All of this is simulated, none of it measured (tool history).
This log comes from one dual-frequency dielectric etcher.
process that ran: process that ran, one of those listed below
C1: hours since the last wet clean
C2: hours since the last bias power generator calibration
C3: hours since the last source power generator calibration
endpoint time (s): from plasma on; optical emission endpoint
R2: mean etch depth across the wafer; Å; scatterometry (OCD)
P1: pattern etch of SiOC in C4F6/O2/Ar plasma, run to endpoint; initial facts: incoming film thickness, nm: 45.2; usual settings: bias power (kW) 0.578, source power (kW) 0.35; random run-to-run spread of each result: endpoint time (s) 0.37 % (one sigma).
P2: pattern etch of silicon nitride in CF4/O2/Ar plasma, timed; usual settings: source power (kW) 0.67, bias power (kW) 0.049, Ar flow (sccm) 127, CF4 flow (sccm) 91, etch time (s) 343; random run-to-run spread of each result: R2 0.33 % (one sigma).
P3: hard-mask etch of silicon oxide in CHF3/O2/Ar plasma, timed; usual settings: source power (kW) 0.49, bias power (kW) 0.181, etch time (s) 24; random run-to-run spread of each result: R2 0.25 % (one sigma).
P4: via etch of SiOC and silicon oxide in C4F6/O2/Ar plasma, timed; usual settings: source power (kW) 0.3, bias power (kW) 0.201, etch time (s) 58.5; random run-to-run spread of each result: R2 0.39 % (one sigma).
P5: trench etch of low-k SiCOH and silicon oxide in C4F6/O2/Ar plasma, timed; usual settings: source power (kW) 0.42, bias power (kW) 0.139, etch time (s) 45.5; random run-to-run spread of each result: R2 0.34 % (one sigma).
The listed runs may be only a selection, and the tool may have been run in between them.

run 1 day=0.175 | process_that_ran=P1 bias_power_(kW)=0.578 source_power_(kW)=0.35 | C1=235.8 C2=473.4 C3=855.2 | endpoint_time_(s)=14.911
run 2 day=0.35 | process_that_ran=P2 bias_power_(kW)=0.049 source_power_(kW)=0.67 Ar_flow_(sccm)=98 CF4_flow_(sccm)=91 etch_time_(s)=343 | C1=240 C2=477.6 C3=859.4 | R2=8210.4
run 3 day=0.508 | process_that_ran=P1 bias_power_(kW)=0.578 source_power_(kW)=0.47 | C1=243.8 C2=481.4 C3=863.2 | endpoint_time_(s)=13.421
run 4 day=0.617 | process_that_ran=P2 bias_power_(kW)=0.061 source_power_(kW)=0.67 Ar_flow_(sccm)=127 CF4_flow_(sccm)=91 etch_time_(s)=343 | C1=246.4 C2=484 C3=865.8 | R2=8629.7
run 5 day=0.779 | process_that_ran=P1 bias_power_(kW)=0.578 source_power_(kW)=0.21 | C1=250.3 C2=487.9 C3=869.7 | endpoint_time_(s)=17.902
run 6 day=0.921 | process_that_ran=P1 bias_power_(kW)=0.578 source_power_(kW)=0.35 | C1=253.7 C2=491.3 C3=873.1 | endpoint_time_(s)=14.979
run 7 day=1.075 | process_that_ran=P4 bias_power_(kW)=0.201 source_power_(kW)=0.18 etch_time_(s)=58.5 | C1=257.4 C2=495 C3=876.8 | R2=506.82
run 8 day=1.192 | process_that_ran=P5 bias_power_(kW)=0.179 source_power_(kW)=0.42 etch_time_(s)=45.5 | C1=260.2 C2=497.8 C3=879.6 | R2=1526.7
run 9 day=1.346 | process_that_ran=P3 bias_power_(kW)=0.181 source_power_(kW)=0.49 etch_time_(s)=24 | C1=263.9 C2=501.5 C3=883.3 | R2=422.72
run 10 day=1.529 | process_that_ran=P1 bias_power_(kW)=0.767 source_power_(kW)=0.35 | C1=268.3 C2=505.9 C3=887.7 | endpoint_time_(s)=13.313
run 11 day=1.754 | process_that_ran=P2 bias_power_(kW)=0.049 source_power_(kW)=0.67 Ar_flow_(sccm)=127 CF4_flow_(sccm)=91 etch_time_(s)=343 | C1=273.7 C2=511.3 C3=893.1 | R2=7901.7
run 12 day=1.904 | process_that_ran=P5 bias_power_(kW)=0.139 source_power_(kW)=0.42 etch_time_(s)=32 | C1=277.3 C2=514.9 C3=896.7 | R2=999.68
run 13 day=2.129 | process_that_ran=P5 bias_power_(kW)=0.139 source_power_(kW)=0.53 etch_time_(s)=45.5 | C1=282.7 C2=520.3 C3=902.1 | R2=1552
run 14 day=2.258 | process_that_ran=P5 bias_power_(kW)=0.139 source_power_(kW)=0.42 etch_time_(s)=45.5 | C1=285.8 C2=523.4 C3=905.2 | R2=1417
run 15 day=2.454 | process_that_ran=P2 bias_power_(kW)=0.049 source_power_(kW)=0.67 Ar_flow_(sccm)=127 CF4_flow_(sccm)=63 etch_time_(s)=343 | C1=290.5 C2=528.1 C3=909.9 | R2=7522.6
run 16 day=2.579 | process_that_ran=P1 bias_power_(kW)=0.578 source_power_(kW)=0.35 | C1=293.5 C2=531.1 C3=912.9 | endpoint_time_(s)=14.942
run 17 day=2.762 | process_that_ran=P3 bias_power_(kW)=0.251 source_power_(kW)=0.49 etch_time_(s)=24 | C1=297.9 C2=535.5 C3=917.3 | R2=474.12
run 18 day=2.912 | process_that_ran=P3 bias_power_(kW)=0.181 source_power_(kW)=0.32 etch_time_(s)=24 | C1=301.5 C2=539.1 C3=920.9 | R2=360.85
run 19 day=3.054 | process_that_ran=P1 bias_power_(kW)=0.578 source_power_(kW)=0.35 | C1=304.9 C2=542.5 C3=924.3 | endpoint_time_(s)=14.911
run 20 day=3.242 | process_that_ran=P1 bias_power_(kW)=0.578 source_power_(kW)=0.35 | C1=309.4 C2=547 C3=928.8 | endpoint_time_(s)=14.901
run 21 day=3.454 | process_that_ran=P2 bias_power_(kW)=0.049 source_power_(kW)=0.67 Ar_flow_(sccm)=127 CF4_flow_(sccm)=91 etch_time_(s)=507 | C1=314.5 C2=552.1 C3=933.9 | R2=11662
run 22 day=3.662 | process_that_ran=P4 bias_power_(kW)=0.239 source_power_(kW)=0.3 etch_time_(s)=58.5 | C1=319.5 C2=557.1 C3=938.9 | R2=651.58
run 23 day=3.883 | process_that_ran=P3 bias_power_(kW)=0.181 source_power_(kW)=0.49 etch_time_(s)=24 | C1=324.8 C2=562.4 C3=944.2 | R2=424.81
run 24 day=4.088 | process_that_ran=P4 bias_power_(kW)=0.201 source_power_(kW)=0.3 etch_time_(s)=58.5 | C1=329.7 C2=567.3 C3=949.1 | R2=617.69
run 25 day=4.238 | process_that_ran=P1 bias_power_(kW)=0.373 source_power_(kW)=0.35 | C1=333.3 C2=570.9 C3=952.7 | endpoint_time_(s)=17.575
-- day=4.317 source power generator calibrated
run 26 day=4.462 | process_that_ran=P1 bias_power_(kW)=0.715 source_power_(kW)=0.25 | C1=338.7 C2=576.3 C3=3.5 | endpoint_time_(s)=15.567
-- day=4.554 wet clean of the chamber
run 27 day=4.708 | process_that_ran=P2 bias_power_(kW)=0.049 source_power_(kW)=0.43 Ar_flow_(sccm)=127 CF4_flow_(sccm)=91 etch_time_(s)=343 | C1=3.8 C2=582.2 C3=9.4 | R2=5391.3
run 28 day=4.921 | process_that_ran=P1 bias_power_(kW)=0.756 source_power_(kW)=0.25 | C1=8.9 C2=587.3 C3=14.5 | endpoint_time_(s)=15.203
run 29 day=5.104 | process_that_ran=P3 bias_power_(kW)=0.181 source_power_(kW)=0.49 etch_time_(s)=13 | C1=13.3 C2=591.7 C3=18.9 | R2=229.28
run 30 day=5.292 | process_that_ran=P4 bias_power_(kW)=0.201 source_power_(kW)=0.3 etch_time_(s)=81.5 | C1=17.8 C2=596.2 C3=23.4 | R2=854.97
run 31 day=5.488 | process_that_ran=P1 bias_power_(kW)=0.578 source_power_(kW)=0.35 | C1=22.5 C2=600.9 C3=28.1 | endpoint_time_(s)=14.955
run 32 day=5.708 | process_that_ran=P1 bias_power_(kW)=0.578 source_power_(kW)=0.35 | C1=27.8 C2=606.2 C3=33.4 | endpoint_time_(s)=15.06
run 33 day=5.892 | process_that_ran=P1 bias_power_(kW)=0.578 source_power_(kW)=0.35 | C1=32.2 C2=610.6 C3=37.8 | endpoint_time_(s)=14.952
run 34 day=6.079 | process_that_ran=P1 bias_power_(kW)=0.578 source_power_(kW)=0.35 | C1=36.7 C2=615.1 C3=42.3 | endpoint_time_(s)=15.122
run 35 day=6.308 | process_that_ran=P1 bias_power_(kW)=0.578 source_power_(kW)=0.35 | C1=42.2 C2=620.6 C3=47.8 | endpoint_time_(s)=15.128
run 36 day=6.538 | process_that_ran=P1 bias_power_(kW)=0.578 source_power_(kW)=0.35 | C1=47.7 C2=626.1 C3=53.3 | endpoint_time_(s)=15.305
-- day=6.675 wet clean of the chamber
run 37 day=6.721 | process_that_ran=P1 bias_power_(kW)=0.578 source_power_(kW)=0.35 | C1=1.2 C2=630.5 C3=57.7 | endpoint_time_(s)=15.25
run 38 day=6.892 | process_that_ran=P1 bias_power_(kW)=0.578 source_power_(kW)=0.35 | C1=5.3 C2=634.6 C3=61.8 | endpoint_time_(s)=15.215
run 39 day=7.012 | process_that_ran=P1 bias_power_(kW)=0.578 source_power_(kW)=0.35 | C1=8.2 C2=637.5 C3=64.7 | endpoint_time_(s)=15.187
run 40 day=7.25 | process_that_ran=P1 bias_power_(kW)=0.578 source_power_(kW)=0.35 | C1=13.9 C2=643.2 C3=70.4 | endpoint_time_(s)=15.254
run 41 day=7.433 | process_that_ran=P1 bias_power_(kW)=0.578 source_power_(kW)=0.35 | C1=18.3 C2=647.6 C3=74.8 | endpoint_time_(s)=15.227
run 42 day=7.562 | process_that_ran=P1 bias_power_(kW)=0.578 source_power_(kW)=0.35 | C1=21.4 C2=650.7 C3=77.9 | endpoint_time_(s)=15.238

The output of P1 has drifted from where it used to be. Each of the 2 causes below, taken at the size shown beside it, accounts for the log equally well:
A: source power that arrives under what is set, % = 4.91
B: bias power that arrives under what is set, % = 4.7
The onset of the drift is placed at about day 5.488.
Every other cause this tool's parts could produce, and why it does not fit the log:
chamber walls in a state that lowers the etch rate, %: serviced at day 6.675, after the change had begun; the process did not return to its earlier output

Of the 4 check runs listed below, each run on one wafer and each result written as a question mark, which would let you distinguish the listed causes because they would give clearly different results?
run check 1 day=7.692 | process_that_ran=P2 bias_power_(kW)=0.049 source_power_(kW)=0.52 Ar_flow_(sccm)=127 CF4_flow_(sccm)=91 etch_time_(s)=497.5 | R2=?
run check 2 day=7.692 | process_that_ran=P4 bias_power_(kW)=0.201 source_power_(kW)=0.18 etch_time_(s)=58.5 | R2=?
run check 3 day=7.692 | process_that_ran=P5 bias_power_(kW)=0.176 source_power_(kW)=0.42 etch_time_(s)=45.5 | R2=?
run check 4 day=7.692 | process_that_ran=P3 bias_power_(kW)=0.222 source_power_(kW)=0.34 etch_time_(s)=24 | R2=?

Check results expected under each cause:
check=check_1 result=R2 if_A=8833 if_B=9056.6
check=check_2 result=R2 if_A=497.87 if_B=499.09
check=check_3 result=R2 if_A=1492.5 if_B=1499.5
check=check_4 result=R2 if_A=388.84 if_B=389.41
How far apart the two closest causes lie, in the result that separates them most: check 1 2.5 %; check 2 0.24 %; check 3 0.47 %; check 4 0.14 %
Check 1 tells the causes apart: in the others they would give nearly the same result.

The results of check 1 are: R2 8893.1 Å. Based on these, which of the listed causes is it?

It is A: source power that arrives under what is set, %.
